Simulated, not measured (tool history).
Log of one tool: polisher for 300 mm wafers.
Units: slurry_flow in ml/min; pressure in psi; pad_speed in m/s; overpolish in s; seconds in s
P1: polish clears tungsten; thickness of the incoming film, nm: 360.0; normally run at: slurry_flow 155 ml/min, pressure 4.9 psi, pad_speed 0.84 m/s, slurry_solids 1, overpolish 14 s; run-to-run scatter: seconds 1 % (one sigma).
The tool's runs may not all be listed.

| run | hour | slurry_flow | pressure | pad_speed | slurry_solids | overpolish | seconds |
|---|---|---|---|---|---|---|---|
| 1 | 2.4 | 155 | 4.9 | 0.84 | 1 | 14 | 77.31 |
| 2 | 7.6 | 155 | 6.3 | 0.84 | 1 | 14 | 59.863 |
| 3 | 10.6 | 155 | 4.9 | 1.12 | 1 | 14 | 58.132 |
| 4 | 14.5 | 100 | 4.9 | 0.84 | 1 | 14 | 85.121 |
| 5 | 19.8 | 155 | 4.9 | 0.84 | 1.5 | 14 | 71.009 |
| 6 | 23.8 | 155 | 4.9 | 0.84 | 1 | 27 | 77.941 |
| 7 | 27.1 | 155 | 4.9 | 0.84 | 1 | 14 | 77.44 |
| 8 | 30.8 | 100 | 6.1 | 0.84 | 1 | 14 | 68.029 |
| 9 | 33.4 | 155 | 4.9 | 0.6 | 1 | 14 | 108.77 |
| 10 | 35.9 | 155 | 2.9 | 0.84 | 1 | 14 | 132.51 |
| 11 | 39.3 | 155 | 4.9 | 0.84 | 1 | 14 | 77.254 |
| 12 | 41.7 | 155 | 4.9 | 0.84 | 0.55 | 14 | 89.637 |
| 13 | 44.1 | 155 | 4.9 | 0.84 | 1 | 4 | 77.502 |
| 14 | 49.5 | 155 | 4.9 | 0.84 | 1 | 14 | 78.184 |
| 15 | 55 | 195 | 4.9 | 0.84 | 1 | 14 | 75.061 |
| 16 | 59.7 | 155 | 2.2 | 1.06 | 1 | 14 | 135.64 |
| 17 | 64.6 | 155 | 4.9 | 0.84 | 1 | 14 | 78.519 |
| 18 | 68.9 | 155 | 4.9 | 0.84 | 1 | 14 | 80.705 |
| 19 | 72.9 | 155 | 4.9 | 0.84 | 1 | 14 | 81.708 |
| 20 | 77.4 | 155 | 4.9 | 0.84 | 1 | 14 | 82.879 |
| 21 | 80.6 | 155 | 4.9 | 0.84 | 1 | 14 | 82.322 |
|  | 85.6 | slurry blender recalibrated |
| 22 | 85.7 | 155 | 4.9 | 0.84 | 1 | 14 | 84.547 |
|  | 87.9 | slurry tank refilled with fresh slurry and peroxide |
| 23 | 88.3 | 155 | 4.9 | 0.84 | 1 | 14 | 84.312 |
| 24 | 93 | 155 | 4.9 | 0.84 | 1 | 14 | 83.311 |
|  | 95.7 | head pressure recalibrated |
| 25 | 97.7 | 155 | 4.9 | 0.84 | 1 | 14 | 84.292 |
| 26 | 100.4 | 155 | 4.9 | 0.84 | 1 | 14 | 84.053 |
| 27 | 104.7 | 155 | 4.9 | 0.84 | 1 | 14 | 86.475 |
| 28 | 107.9 | 155 | 4.9 | 0.84 | 1 | 14 | 83.652 |

What P1 gives has crept away from where it was. These 2 causes fit the log equally well, each at the size given:
A: slurry flow missing at the pad, % = 36
B: removal rate lost through wear of the pad, % = 8.83
The creep began at about hour 64.6.
Why every other cause is out:
head's pressure below its setpoint, %: serviced at hour 95.7, which brought nothing back
abrasive missing from the slurry, %: serviced at hour 85.6, which brought nothing back
peroxide lost from the slurry, %: serviced at hour 87.9, which brought nothing back

4 check runs are offered, each on 5 wafers whose results are averaged, their results left as question marks. Which one tells the causes apart?
| check 1 | 111.1 | 105 | 3.9 | 0.84 | 1 | 14 | ? |
| check 2 | 111.1 | 155 | 4.9 | 0.84 | 1 | 22 | ? |
| check 3 | 111.1 | 155 | 4.9 | 0.84 | 1 | 21 | ? |
| check 4 | 111.1 | 155 | 4.9 | 0.84 | 0.55 | 14 | ? |

What each check would give under each cause:
| check | result | if A | if B |
|---|---|---|---|
| check 1 | seconds | 119.66 | 115.25 |
| check 2 | seconds | 84.798 | 84.811 |
| check 3 | seconds | 84.798 | 84.811 |
| check 4 | seconds | 97.268 | 97.283 |
How far apart the two closest causes lie, in the result that separates them most: check 1 3.76 %; check 2 0.02 %; check 3 0.02 %; check 4 0.02 %
Check 1 tells the causes apart: in the others they would give nearly the same result.

Check 1 was then run and gave: seconds 115.53 s. Which cause is it?

It is B: removal rate lost through wear of the pad, %.
